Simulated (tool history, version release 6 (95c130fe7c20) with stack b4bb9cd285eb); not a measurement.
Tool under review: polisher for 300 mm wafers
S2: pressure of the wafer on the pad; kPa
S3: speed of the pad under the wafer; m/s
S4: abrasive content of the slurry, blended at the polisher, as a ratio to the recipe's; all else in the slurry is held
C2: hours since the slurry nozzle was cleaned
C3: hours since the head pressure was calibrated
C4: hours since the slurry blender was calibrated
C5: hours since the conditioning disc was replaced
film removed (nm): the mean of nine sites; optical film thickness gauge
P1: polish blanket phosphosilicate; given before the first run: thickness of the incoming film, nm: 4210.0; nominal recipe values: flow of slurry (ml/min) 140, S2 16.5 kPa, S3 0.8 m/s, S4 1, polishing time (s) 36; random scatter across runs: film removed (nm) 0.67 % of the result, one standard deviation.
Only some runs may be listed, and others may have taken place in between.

run 1 hour=6.1 | flow_of_slurry_(ml/min)=140 S2=16.5 S3=0.8 S4=1 polishing_time_(s)=36 | wafers_polished_on_this_pad=811 C2=349.5 C3=291.2 C4=113 C5=108.9 | film_removed_(nm)=227.83
run 2 hour=9.2 | flow_of_slurry_(ml/min)=95 S2=16.5 S3=1.04 S4=1 polishing_time_(s)=36 | wafers_polished_on_this_pad=849 C2=352.6 C3=294.3 C4=116.1 C5=112 | film_removed_(nm)=260.65
-- hour=10.9 worn pad replaced by a new one
-- hour=15.1 slurry blender recalibrated
run 3 hour=15.4 | flow_of_slurry_(ml/min)=185 S2=16.5 S3=0.8 S4=1 polishing_time_(s)=36 | wafers_polished_on_this_pad=55 C2=358.8 C3=300.5 C4=0.4 C5=118.2 | film_removed_(nm)=241.15
run 4 hour=21.3 | flow_of_slurry_(ml/min)=140 S2=16.5 S3=1.04 S4=1 polishing_time_(s)=36 | wafers_polished_on_this_pad=128 C2=364.7 C3=306.4 C4=6.3 C5=124.1 | film_removed_(nm)=286.76
run 5 hour=24.7 | flow_of_slurry_(ml/min)=140 S2=16.5 S3=0.8 S4=1 polishing_time_(s)=36 | wafers_polished_on_this_pad=169 C2=368.1 C3=309.8 C4=9.7 C5=127.5 | film_removed_(nm)=229.39
run 6 hour=28.8 | flow_of_slurry_(ml/min)=140 S2=7.6 S3=0.8 S4=1 polishing_time_(s)=36 | wafers_polished_on_this_pad=220 C2=372.2 C3=313.9 C4=13.8 C5=131.6 | film_removed_(nm)=104.28
-- hour=31.9 slurry nozzle cleaned
run 7 hour=34.9 | flow_of_slurry_(ml/min)=140 S2=16.5 S3=0.8 S4=1 polishing_time_(s)=36 | wafers_polished_on_this_pad=295 C2=3 C3=320 C4=19.9 C5=137.7 | film_removed_(nm)=231.25
run 8 hour=38.1 | flow_of_slurry_(ml/min)=85 S2=16.5 S3=0.8 S4=1 polishing_time_(s)=36 | wafers_polished_on_this_pad=334 C2=6.2 C3=323.2 C4=23.1 C5=140.9 | film_removed_(nm)=206.08
run 9 hour=44.4 | flow_of_slurry_(ml/min)=140 S2=16.5 S3=0.6 S4=1 polishing_time_(s)=36 | wafers_polished_on_this_pad=412 C2=12.5 C3=329.5 C4=29.4 C5=147.2 | film_removed_(nm)=183
run 10 hour=49.3 | flow_of_slurry_(ml/min)=140 S2=21.4 S3=0.8 S4=1 polishing_time_(s)=36 | wafers_polished_on_this_pad=472 C2=17.4 C3=334.4 C4=34.3 C5=152.1 | film_removed_(nm)=298.06
run 11 hour=55.9 | flow_of_slurry_(ml/min)=140 S2=16.5 S3=0.8 S4=1 polishing_time_(s)=36 | wafers_polished_on_this_pad=553 C2=24 C3=341 C4=40.9 C5=158.7 | film_removed_(nm)=230.7
run 12 hour=62.3 | flow_of_slurry_(ml/min)=140 S2=16.5 S3=0.8 S4=1 polishing_time_(s)=36 | wafers_polished_on_this_pad=632 C2=30.4 C3=347.4 C4=47.3 C5=165.1 | film_removed_(nm)=230.72
run 13 hour=65.4 | flow_of_slurry_(ml/min)=140 S2=16.5 S3=0.8 S4=1 polishing_time_(s)=16 | wafers_polished_on_this_pad=670 C2=33.5 C3=350.5 C4=50.4 C5=168.2 | film_removed_(nm)=102.59
run 14 hour=69.7 | flow_of_slurry_(ml/min)=140 S2=16.5 S3=0.8 S4=1 polishing_time_(s)=53 | wafers_polished_on_this_pad=723 C2=37.8 C3=354.8 C4=54.7 C5=172.5 | film_removed_(nm)=336.84
run 15 hour=74.7 | flow_of_slurry_(ml/min)=140 S2=24.1 S3=0.8 S4=1 polishing_time_(s)=17 | wafers_polished_on_this_pad=785 C2=42.8 C3=359.8 C4=59.7 C5=177.5 | film_removed_(nm)=159.87
run 16 hour=78.6 | flow_of_slurry_(ml/min)=140 S2=16.5 S3=0.8 S4=0.55 polishing_time_(s)=36 | wafers_polished_on_this_pad=833 C2=46.7 C3=363.7 C4=63.6 C5=181.4 | film_removed_(nm)=166.75
run 17 hour=82.8 | flow_of_slurry_(ml/min)=140 S2=16.5 S3=0.8 S4=1.45 polishing_time_(s)=36 | wafers_polished_on_this_pad=884 C2=50.9 C3=367.9 C4=67.8 C5=185.6 | film_removed_(nm)=267.72
run 18 hour=86.4 | flow_of_slurry_(ml/min)=140 S2=16.5 S3=0.8 S4=1 polishing_time_(s)=36 | wafers_polished_on_this_pad=929 C2=54.5 C3=371.5 C4=71.4 C5=189.2 | film_removed_(nm)=229.29
run 19 hour=92.3 | flow_of_slurry_(ml/min)=140 S2=16.5 S3=0.8 S4=1 polishing_time_(s)=36 | wafers_polished_on_this_pad=1001 C2=60.4 C3=377.4 C4=77.3 C5=195.1 | film_removed_(nm)=223.78
run 20 hour=98.3 | flow_of_slurry_(ml/min)=140 S2=16.5 S3=0.8 S4=1 polishing_time_(s)=36 | wafers_polished_on_this_pad=1075 C2=66.4 C3=383.4 C4=83.3 C5=201.1 | film_removed_(nm)=216.28
run 21 hour=102.3 | flow_of_slurry_(ml/min)=140 S2=16.5 S3=0.8 S4=1 polishing_time_(s)=36 | wafers_polished_on_this_pad=1124 C2=70.4 C3=387.4 C4=87.3 C5=205.1 | film_removed_(nm)=214.83
run 22 hour=107.9 | flow_of_slurry_(ml/min)=140 S2=16.5 S3=0.8 S4=1 polishing_time_(s)=36 | wafers_polished_on_this_pad=1193 C2=76 C3=393 C4=92.9 C5=210.7 | film_removed_(nm)=213.23
-- hour=111.1 conditioning disc replaced and pad reconditioned
run 23 hour=113 | flow_of_slurry_(ml/min)=140 S2=16.5 S3=0.8 S4=1 polishing_time_(s)=36 | wafers_polished_on_this_pad=1256 C2=81.1 C3=398.1 C4=98 C5=1.9 | film_removed_(nm)=212.05
run 24 hour=118.8 | flow_of_slurry_(ml/min)=140 S2=16.5 S3=0.8 S4=1 polishing_time_(s)=36 | wafers_polished_on_this_pad=1327 C2=86.9 C3=403.9 C4=103.8 C5=7.7 | film_removed_(nm)=211.15
-- hour=121.8 worn pad replaced by a new one
-- hour=122.5 slurry blender recalibrated
run 25 hour=123.5 | flow_of_slurry_(ml/min)=140 S2=16.5 S3=0.8 S4=1 polishing_time_(s)=36 | wafers_polished_on_this_pad=21 C2=91.6 C3=408.6 C4=1 C5=12.4 | film_removed_(nm)=211.28
run 26 hour=126.7 | flow_of_slurry_(ml/min)=140 S2=16.5 S3=0.8 S4=1 polishing_time_(s)=36 | wafers_polished_on_this_pad=60 C2=94.8 C3=411.8 C4=4.2 C5=15.6 | film_removed_(nm)=212.81
run 27 hour=131.3 | flow_of_slurry_(ml/min)=140 S2=16.5 S3=0.8 S4=1 polishing_time_(s)=36 | wafers_polished_on_this_pad=117 C2=99.4 C3=416.4 C4=8.8 C5=20.2 | film_removed_(nm)=212.08
run 28 hour=137.8 | flow_of_slurry_(ml/min)=140 S2=16.5 S3=0.8 S4=1 polishing_time_(s)=36 | wafers_polished_on_this_pad=197 C2=105.9 C3=422.9 C4=15.3 C5=26.7 | film_removed_(nm)=208.59
run 29 hour=140.9 | flow_of_slurry_(ml/min)=140 S2=16.5 S3=0.8 S4=1 polishing_time_(s)=36 | wafers_polished_on_this_pad=235 C2=109 C3=426 C4=18.4 C5=29.8 | film_removed_(nm)=210.13

The log shows P1 creeping away from where it was. Any of the 2 causes listed here, at the size stated for it, fits the log just as well as the others:
A: slurry flow missing at the pad, % = 34
B: head's pressure below its setpoint, % = 8.83
Creep in the process output first set in at about hour 86.4.
Every other cause this tool's parts could produce, and why it does not fit the log:
removal rate lost through wear of the pad, %: was serviced at hour 121.8, once the creep was under way, yet the earlier output never came back
abrasive missing from the slurry, %: was serviced at hour 122.5, once the creep was under way, yet the earlier output never came back
time polished since the conditioner stopped cutting, s: was serviced at hour 111.1, once the creep was under way, yet the earlier output never came back

4 check runs are offered, one wafer each, their results left as question marks. Which one tells the causes apart?
run check 1 hour=144 | flow_of_slurry_(ml/min)=140 S2=8.3 S3=0.8 S4=1.2 polishing_time_(s)=36 | film_removed_(nm)=?
run check 2 hour=144 | flow_of_slurry_(ml/min)=140 S2=11 S3=0.8 S4=1 polishing_time_(s)=49 | film_removed_(nm)=?
run check 3 hour=144 | flow_of_slurry_(ml/min)=85 S2=16.5 S3=0.8 S4=1 polishing_time_(s)=26 | film_removed_(nm)=?
run check 4 hour=144 | flow_of_slurry_(ml/min)=140 S2=16.5 S3=0.8 S4=1.45 polishing_time_(s)=36 | film_removed_(nm)=?

Expected result of each check under each candidate cause:
check=check_1 result=film_removed_(nm) if_A=113.44 if_B=113.46
check=check_2 result=film_removed_(nm) if_A=190.28 if_B=190.31
check=check_3 result=film_removed_(nm) if_A=128.32 if_B=134.92
check=check_4 result=film_removed_(nm) if_A=244.13 if_B=244.18
Distance between the nearest two causes, measured in the result of the check that separates them most: check 1 0.02 %; check 2 0.02 %; check 3 5.02 %; check 4 0.02 %
Only check 3 tells the causes apart: in the others they would give nearly the same result.

Check 3 has now been run. It gave: film removed (nm) 135.46. Which of the candidate causes is it?

Of the candidate causes, it is B: head's pressure below its setpoint, %.
